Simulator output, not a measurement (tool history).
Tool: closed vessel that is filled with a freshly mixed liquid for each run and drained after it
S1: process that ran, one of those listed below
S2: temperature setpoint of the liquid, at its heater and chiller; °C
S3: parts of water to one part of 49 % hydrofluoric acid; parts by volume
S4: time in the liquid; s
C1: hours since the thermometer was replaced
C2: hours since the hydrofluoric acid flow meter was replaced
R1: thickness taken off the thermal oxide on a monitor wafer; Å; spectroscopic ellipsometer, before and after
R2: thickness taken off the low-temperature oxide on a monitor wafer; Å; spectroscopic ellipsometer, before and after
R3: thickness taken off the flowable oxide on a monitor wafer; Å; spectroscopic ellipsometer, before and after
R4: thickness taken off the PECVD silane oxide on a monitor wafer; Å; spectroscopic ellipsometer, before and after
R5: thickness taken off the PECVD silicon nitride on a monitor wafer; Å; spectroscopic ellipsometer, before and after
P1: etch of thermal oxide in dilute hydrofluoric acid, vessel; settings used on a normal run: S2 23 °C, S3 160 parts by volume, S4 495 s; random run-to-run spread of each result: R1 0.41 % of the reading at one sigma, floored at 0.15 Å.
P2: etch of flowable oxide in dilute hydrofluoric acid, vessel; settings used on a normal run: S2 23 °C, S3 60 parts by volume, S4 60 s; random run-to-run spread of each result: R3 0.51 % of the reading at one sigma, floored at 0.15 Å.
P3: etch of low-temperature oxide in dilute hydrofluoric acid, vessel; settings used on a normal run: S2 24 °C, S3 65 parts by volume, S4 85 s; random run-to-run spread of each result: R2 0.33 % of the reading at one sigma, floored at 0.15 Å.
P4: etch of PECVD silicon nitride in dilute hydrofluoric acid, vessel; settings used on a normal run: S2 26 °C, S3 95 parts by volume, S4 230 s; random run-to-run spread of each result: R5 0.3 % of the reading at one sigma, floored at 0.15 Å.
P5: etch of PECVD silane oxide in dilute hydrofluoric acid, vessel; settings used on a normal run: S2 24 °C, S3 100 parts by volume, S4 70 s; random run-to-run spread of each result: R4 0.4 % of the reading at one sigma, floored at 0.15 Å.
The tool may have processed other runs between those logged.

{"run": 1, "hour": 3.5, "S1": "P1", "S2": 23, "S3": 160, "S4": 495, "C1": 512.7, "C2": 981.8, "R1": 133.56}
{"run": 2, "hour": 6.7, "S1": "P3", "S2": 18.5, "S3": 65, "S4": 85, "C1": 515.9, "C2": 985, "R2": 205.9}
{"run": 3, "hour": 10.4, "S1": "P1", "S2": 23, "S3": 160, "S4": 495, "C1": 519.6, "C2": 988.7, "R1": 135}
{"run": 4, "hour": 14.3, "S1": "P2", "S2": 23, "S3": 60, "S4": 60, "C1": 523.5, "C2": 992.6, "R3": 205.67}
{"run": 5, "hour": 19.7, "S1": "P1", "S2": 23, "S3": 160, "S4": 495, "C1": 528.9, "C2": 998, "R1": 134.96}
{"run": 6, "hour": 23.6, "S1": "P1", "S2": 19, "S3": 160, "S4": 495, "C1": 532.8, "C2": 1001.9, "R1": 115.89}
{"run": 7, "hour": 27.1, "S1": "P1", "S2": 23, "S3": 160, "S4": 495, "C1": 536.3, "C2": 1005.4, "R1": 135.64}
{"run": 8, "hour": 32.4, "S1": "P1", "S2": 23, "S3": 160, "S4": 260, "C1": 541.6, "C2": 1010.7, "R1": 70.467}
{"run": 9, "hour": 35.2, "S1": "P3", "S2": 24, "S3": 110, "S4": 85, "C1": 544.4, "C2": 1013.5, "R2": 144.57}
{"run": 10, "hour": 40.0, "S1": "P5", "S2": 24, "S3": 165, "S4": 70, "C1": 549.2, "C2": 1018.3, "R4": 105.97}
{"run": 11, "hour": 44.1, "S1": "P3", "S2": 24, "S3": 65, "S4": 30, "C1": 553.3, "C2": 1022.4, "R2": 91.348}
{"run": 12, "hour": 49.0, "S1": "P2", "S2": 23, "S3": 90, "S4": 60, "C1": 558.2, "C2": 1027.3, "R3": 133.14}
{"run": 13, "hour": 52.9, "S1": "P4", "S2": 26, "S3": 95, "S4": 230, "C1": 562.1, "C2": 1031.2, "R5": 103.86}
{"run": 14, "hour": 58.9, "S1": "P5", "S2": 24, "S3": 100, "S4": 70, "C1": 568.1, "C2": 1037.2, "R4": 187.72}
{"run": 15, "hour": 64.8, "S1": "P5", "S2": 24, "S3": 100, "S4": 70, "C1": 574, "C2": 1043.1, "R4": 188.63}
{"run": 16, "hour": 68.1, "S1": "P1", "S2": 23, "S3": 160, "S4": 495, "C1": 577.3, "C2": 1046.4, "R1": 133.72}
{"run": 17, "hour": 72.1, "S1": "P4", "S2": 20.5, "S3": 95, "S4": 230, "C1": 581.3, "C2": 1050.4, "R5": 72.076}
{"run": 18, "hour": 75.6, "S1": "P1", "S2": 27, "S3": 160, "S4": 820, "C1": 584.8, "C2": 1053.9, "R1": 260.45}
{"run": 19, "hour": 80.4, "S1": "P1", "S2": 23, "S3": 160, "S4": 495, "C1": 589.6, "C2": 1058.7, "R1": 134.97}
{"run": 20, "hour": 84.9, "S1": "P5", "S2": 24, "S3": 100, "S4": 110, "C1": 594.1, "C2": 1063.2, "R4": 299.95}
{"run": 21, "hour": 88.9, "S1": "P1", "S2": 28.5, "S3": 160, "S4": 495, "C1": 598.1, "C2": 1067.2, "R1": 165.63}
{"run": 22, "hour": 93.9, "S1": "P3", "S2": 24, "S3": 65, "S4": 85, "C1": 603.1, "C2": 1072.2, "R2": 257.75}
{"run": 23, "hour": 98.3, "S1": "P1", "S2": 23, "S3": 160, "S4": 495, "C1": 607.5, "C2": 1076.6, "R1": 135.03}
{"run": 24, "hour": 102.3, "S1": "P4", "S2": 26, "S3": 170, "S4": 230, "C1": 611.5, "C2": 1080.6, "R5": 58.432}
{"run": 25, "hour": 107.1, "S1": "P1", "S2": 23, "S3": 160, "S4": 750, "C1": 616.3, "C2": 1085.4, "R1": 204.15}
{"run": 26, "hour": 110.4, "S1": "P2", "S2": 23, "S3": 60, "S4": 30, "C1": 619.6, "C2": 1088.7, "R3": 102.41}
{"run": 27, "hour": 115.3, "S1": "P2", "S2": 18.5, "S3": 60, "S4": 60, "C1": 624.5, "C2": 1093.6, "R3": 170.57}
{"run": 28, "hour": 118.1, "S1": "P1", "S2": 23, "S3": 245, "S4": 940, "C1": 627.3, "C2": 1096.4, "R1": 152.36}
{"run": 29, "hour": 121.6, "S1": "P1", "S2": 23, "S3": 280, "S4": 495, "C1": 630.8, "C2": 1099.9, "R1": 67.755}
{"run": 30, "hour": 124.9, "S1": "P1", "S2": 23, "S3": 50, "S4": 495, "C1": 634.1, "C2": 1103.2, "R1": 491.61}
{"run": 31, "hour": 127.9, "S1": "P1", "S2": 18.5, "S3": 160, "S4": 805, "C1": 637.1, "C2": 1106.2, "R1": 184}
{"run": 32, "hour": 131.3, "S1": "P4", "S2": 26, "S3": 95, "S4": 30, "C1": 640.5, "C2": 1109.6, "R5": 13.398}
{"run": 33, "hour": 134.2, "S1": "P5", "S2": 17, "S3": 100, "S4": 70, "C1": 643.4, "C2": 1112.5, "R4": 142.78}
{"run": 34, "hour": 139.7, "S1": "P1", "S2": 23, "S3": 160, "S4": 495, "C1": 648.9, "C2": 1118, "R1": 133.97}
{"run": 35, "hour": 146.0, "S1": "P1", "S2": 23, "S3": 160, "S4": 495, "C1": 655.2, "C2": 1124.3, "R1": 127.65}
{"run": 36, "hour": 151.4, "S1": "P1", "S2": 23, "S3": 160, "S4": 495, "C1": 660.6, "C2": 1129.7, "R1": 125.55}
{"run": 37, "hour": 156.3, "S1": "P1", "S2": 23, "S3": 160, "S4": 495, "C1": 665.5, "C2": 1134.6, "R1": 125.1}
{"run": 38, "hour": 162.2, "S1": "P1", "S2": 23, "S3": 160, "S4": 495, "C1": 671.4, "C2": 1140.5, "R1": 122.52}
{"run": 39, "hour": 168.6, "S1": "P1", "S2": 23, "S3": 160, "S4": 495, "C1": 677.8, "C2": 1146.9, "R1": 121.93}
{"run": 40, "hour": 172.3, "S1": "P1", "S2": 23, "S3": 160, "S4": 495, "C1": 681.5, "C2": 1150.6, "R1": 122.46}

Something has made what P1 gives creep away from where it was; the 2 causes below, each at its own stated size, fit the log equally well:
A: liquid colder than its thermometer reads (K) = 2.45
B: hydrofluoric acid flow below the setpoint (%) = 7.71
At approximately hour 139.7, the process output began to creep.

Question marks stand in for the results of the 4 check runs listed below, each run on one wafer. Under which run would the listed causes show clearly different results?
{"run": "check 1", "hour": 176.0, "S1": "P2", "S2": 23, "S3": 85, "S4": 60, "R3": "?"}
{"run": "check 2", "hour": 176.0, "S1": "P4", "S2": 26, "S3": 135, "S4": 85, "R5": "?"}
{"run": "check 3", "hour": 176.0, "S1": "P5", "S2": 17, "S3": 150, "S4": 70, "R4": "?"}
{"run": "check 4", "hour": 176.0, "S1": "P3", "S2": 24, "S3": 100, "S4": 85, "R2": "?"}

What each check would give under each cause:
check=check_1 result=R3 if_A=127.33 if_B=128.76
check=check_2 result=R5 if_A=23.158 if_B=25.037
check=check_3 result=R4 if_A=81.542 if_B=82.309
check=check_4 result=R2 if_A=145.71 if_B=146.84
Distance between the nearest two causes, measured in the result of the check that separates them most: check 1 1.12 %; check 2 7.8 %; check 3 0.94 %; check 4 0.78 %
Check 2 is the one run that separates the causes; every other check would come out nearly the same whichever cause is at work.

Check 2 was then run and gave: R5 25.036 Å. Which cause is it?

It is B: hydrofluoric acid flow below the setpoint (%).
